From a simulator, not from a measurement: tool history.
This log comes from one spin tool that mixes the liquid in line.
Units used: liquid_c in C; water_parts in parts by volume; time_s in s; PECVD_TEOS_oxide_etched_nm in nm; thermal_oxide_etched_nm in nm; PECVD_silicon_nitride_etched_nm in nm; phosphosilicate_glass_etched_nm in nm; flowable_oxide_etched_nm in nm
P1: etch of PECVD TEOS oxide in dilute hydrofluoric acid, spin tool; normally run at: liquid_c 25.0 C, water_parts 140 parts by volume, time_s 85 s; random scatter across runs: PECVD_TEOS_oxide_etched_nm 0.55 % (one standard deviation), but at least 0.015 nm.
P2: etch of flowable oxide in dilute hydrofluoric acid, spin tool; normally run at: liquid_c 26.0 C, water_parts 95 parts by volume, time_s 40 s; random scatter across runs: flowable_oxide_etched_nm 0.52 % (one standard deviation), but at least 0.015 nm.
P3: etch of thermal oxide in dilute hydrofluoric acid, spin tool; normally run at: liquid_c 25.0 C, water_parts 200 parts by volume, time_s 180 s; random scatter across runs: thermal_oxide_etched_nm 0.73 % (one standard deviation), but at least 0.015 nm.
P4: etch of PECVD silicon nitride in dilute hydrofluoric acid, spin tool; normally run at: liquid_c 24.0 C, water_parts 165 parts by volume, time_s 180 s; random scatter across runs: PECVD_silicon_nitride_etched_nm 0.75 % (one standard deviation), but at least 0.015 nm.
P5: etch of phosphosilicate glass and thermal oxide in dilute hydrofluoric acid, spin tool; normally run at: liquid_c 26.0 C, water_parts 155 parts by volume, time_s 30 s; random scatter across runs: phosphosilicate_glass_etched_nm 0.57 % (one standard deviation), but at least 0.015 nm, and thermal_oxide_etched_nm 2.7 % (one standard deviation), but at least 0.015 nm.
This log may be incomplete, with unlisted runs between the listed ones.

run   hour  process  liquid_c  water_parts  time_s  hours since the thermometer was replaced  hours since the hydrofluoric acid flow meter was replaced  PECVD_TEOS_oxide_etched_nm  thermal_oxide_etched_nm  PECVD_silicon_nitride_etched_nm  phosphosilicate_glass_etched_nm  flowable_oxide_etched_nm
  1    3.2       P1      25.0          140      85                                     515.1                                                      843.8                     12.8230
  2    6.6       P3      30.5          200     180                                     518.5                                                      847.2                                              4.58520
  3   11.3       P1      29.5          140      85                                     523.2                                                      851.9                     15.1260
  4   15.4       P1      25.0          140      85                                     527.3                                                      856.0                     12.8300
  5   21.0       P4      24.0          165      15                                     532.9                                                      861.6                                                                               0.23298
  6   24.0       P3      25.0          310     180                                     535.9                                                      864.6                                              2.21150
  7   27.4       P1      19.5          140      85                                     539.3                                                      868.0                     10.3190
  8   33.1       P1      25.0          140      50                                     545.0                                                      873.7                      7.5160
  9   36.6       P5      26.0          260      30                                     548.5                                                      877.2                                              0.47349                                                            7.0515
 10   41.7       P4      24.0          285     180                                     553.6                                                      882.3                                                                               1.61370
 11   45.6       P1      25.0          140      85                                     557.5                                                      886.2                     12.8810
 12   49.1       P2      26.0           95      40                                     561.0                                                      889.7                                                                                                                                          10.6020
 13   54.0       P1      25.0           70      85                                     565.9                                                      894.6                     27.8180
 14   58.2       P1      25.0          240      85                                     570.1                                                      898.8                      6.6916
 15   61.7       P5      21.0          155      30                                     573.6                                                      902.3                                              0.74727                                                           10.9590
 16   65.6       P4      24.0          165     180                                     577.5                                                      906.2                                                                               2.69330
 17   71.4       P3      25.0          200     280                                     583.3                                                      912.0                                              5.89580
 18   75.9       P1      32.0          140     140                                     587.8                                                      916.5                     26.9300
 19   79.8       P2      26.0           95      15                                     591.7                                                      920.4                                                                                                                                           3.9605
 20   82.8       P1      25.0          140      85                                     594.7                                                      923.4                     12.8920
 21   85.9       P5      26.0          155      50                                     597.8                                                      926.5                                              1.35780                                                           22.3200
 22   89.1       P4      17.5          165     180                                     601.0                                                      929.7                                                                               1.76830
 23   95.2       P2      26.0           55      40                                     607.1                                                      935.8                                                                                                                                          19.2550
 24  100.3       P1      25.0          140      85                                     612.2                                                      940.9                     12.9520
 25  106.5       P3      25.0          200     180                                     618.4                                                      947.1                                              3.73760

Run 26 comes next. What will it give?
 26  110.8       P1      25.0          140      85                                     622.7                                                      951.4                           ?

PECVD_TEOS_oxide_etched_nm: 12.7430 nm

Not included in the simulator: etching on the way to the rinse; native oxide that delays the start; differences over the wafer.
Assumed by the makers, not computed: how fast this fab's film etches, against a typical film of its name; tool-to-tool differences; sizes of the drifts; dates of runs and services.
